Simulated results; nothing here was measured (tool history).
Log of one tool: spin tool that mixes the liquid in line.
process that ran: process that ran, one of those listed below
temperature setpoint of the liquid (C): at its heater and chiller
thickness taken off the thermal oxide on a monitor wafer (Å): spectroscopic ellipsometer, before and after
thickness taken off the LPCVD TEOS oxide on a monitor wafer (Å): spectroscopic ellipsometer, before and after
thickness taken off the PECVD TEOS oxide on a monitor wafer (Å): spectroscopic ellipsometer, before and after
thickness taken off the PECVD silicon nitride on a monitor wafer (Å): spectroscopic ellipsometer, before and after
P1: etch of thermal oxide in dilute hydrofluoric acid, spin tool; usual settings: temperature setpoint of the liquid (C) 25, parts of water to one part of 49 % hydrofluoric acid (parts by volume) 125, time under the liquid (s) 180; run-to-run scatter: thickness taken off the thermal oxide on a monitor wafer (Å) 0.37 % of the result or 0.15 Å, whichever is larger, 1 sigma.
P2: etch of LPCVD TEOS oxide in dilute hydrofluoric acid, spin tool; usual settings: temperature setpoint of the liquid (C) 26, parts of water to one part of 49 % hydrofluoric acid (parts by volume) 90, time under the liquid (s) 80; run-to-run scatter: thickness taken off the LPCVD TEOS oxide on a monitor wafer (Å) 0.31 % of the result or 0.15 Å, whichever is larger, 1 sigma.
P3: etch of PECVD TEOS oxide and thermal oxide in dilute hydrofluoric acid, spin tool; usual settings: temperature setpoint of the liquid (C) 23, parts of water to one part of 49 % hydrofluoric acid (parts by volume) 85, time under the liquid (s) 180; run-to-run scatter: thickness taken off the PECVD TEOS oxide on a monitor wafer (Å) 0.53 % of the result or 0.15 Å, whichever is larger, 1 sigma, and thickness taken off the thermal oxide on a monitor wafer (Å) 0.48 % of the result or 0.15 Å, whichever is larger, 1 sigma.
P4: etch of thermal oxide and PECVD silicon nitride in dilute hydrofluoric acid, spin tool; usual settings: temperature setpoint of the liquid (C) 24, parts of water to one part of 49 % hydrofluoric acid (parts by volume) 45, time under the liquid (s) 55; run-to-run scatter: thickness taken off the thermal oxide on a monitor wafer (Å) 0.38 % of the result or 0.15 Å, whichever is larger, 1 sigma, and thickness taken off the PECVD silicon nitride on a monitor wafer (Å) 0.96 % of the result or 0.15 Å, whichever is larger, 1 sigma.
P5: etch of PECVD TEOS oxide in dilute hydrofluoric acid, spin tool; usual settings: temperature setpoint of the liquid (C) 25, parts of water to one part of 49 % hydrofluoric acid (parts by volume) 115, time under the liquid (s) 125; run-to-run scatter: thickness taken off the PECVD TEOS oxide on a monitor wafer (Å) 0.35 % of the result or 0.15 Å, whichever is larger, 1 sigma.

run   hour  process that ran  temperature setpoint of the liquid (C)  parts of water to one part of 49 % hydrofluoric acid (parts by volume)  time under the liquid (s)  thickness taken off the thermal oxide on a monitor wafer (Å)  thickness taken off the LPCVD TEOS oxide on a monitor wafer (Å)  thickness taken off the PECVD TEOS oxide on a monitor wafer (Å)  thickness taken off the PECVD silicon nitride on a monitor wafer (Å)
  1    4.3                P1                                      25                                                                     125                        180                                                        67.592
  2    9.5                P2                                      26                                                                      90                         80                                                                                                                         295.97
  3   16.2                P2                                      26                                                                      90                        150                                                                                                                            554
  4   20.8                P3                                      23                                                                      85                        100                                                        52.344                                                                                                                            101.29
  5   26.2                P1                                      25                                                                     185                        180                                                        42.533
  6   30.6                P4                                      24                                                                      70                         55                                                        39.604                                                                                                                                                                                                   17.61
  7   34.2                P5                                      25                                                                     115                        230                                                                                                                                                                                          252.44
  8   40.2                P3                                      23                                                                      85                        180                                                        93.967                                                                                                                            181.78
  9   45.9                P1                                    31.5                                                                     125                        180                                                        85.686
 10   50.2                P3                                      23                                                                     120                        180                                                        64.346                                                                                                                            124.77
 11   55.7                P1                                      25                                                                     125                         35                                                          13.1
 12   59.4                P2                                      26                                                                      20                         80                                                                                                                         1470.3
 13   64.8                P5                                      25                                                                     165                        125                                                                                                                                                                                          90.056
 14   71.6                P5                                      25                                                                     115                        125                                                                                                                                                                                          137.65
 15   75.2                P1                                      25                                                                     125                        180                                                        67.601
 16   79.5                P1                                      31                                                                     125                        315                                                        147.42
 17   82.7                P4                                      24                                                                      45                        110                                                        127.12                                                                                                                                                                                                      54
 18   88.6                P1                                    20.5                                                                     125                        180                                                        56.165
 19   92.8                P1                                      25                                                                     125                        180                                                         67.94
 20   96.8                P5                                      25                                                                     115                        125                                                                                                                                                                                          137.37
 21  101.6                P4                                      24                                                                      45                         55                                                        63.244                                                                                                                                                                                                  26.682
 22  106.5                P4                                      24                                                                      45                         55                                                        64.131                                                                                                                                                                                                  26.994
 23  111.5                P1                                    29.5                                                                     170                        180                                                         55.15
 24    117                P5                                    20.5                                                                     115                        125                                                                                                                                                                                           114.1
     118.1  -- thermometer replaced
 25  122.7                P1                                      25                                                                     125                        180                                                         67.24
 26  128.3                P3                                      23                                                                      85                        180                                                        94.394                                                                                                                            182.22
 27  132.4                P2                                      21                                                                      90                         80                                                                                                                         241.16
 28  137.6                P1                                      25                                                                     125                        310                                                        116.06
 29  143.5                P4                                    31.5                                                                      45                         55                                                        85.896                                                                                                                                                                                                  44.285
 30  149.3                P1                                      25                                                                     125                        180                                                        66.901
 31    155                P1                                      30                                                                     215                        180                                                        41.963
 32  159.1                P1                                      25                                                                      60                        180                                                        153.19
 33    165                P3                                      31                                                                      85                        180                                                        129.98                                                                                                                            253.38
 34  170.6                P1                                      25                                                                     125                        180                                                        67.086
 35  175.3                P1                                      25                                                                     125                        180                                                        68.751

Run 36 comes next. What will it give?
 36  181.7                P1                                      25                                                                     125                        180                                                             ?

thickness taken off the thermal oxide on a monitor wafer (Å): 69.924
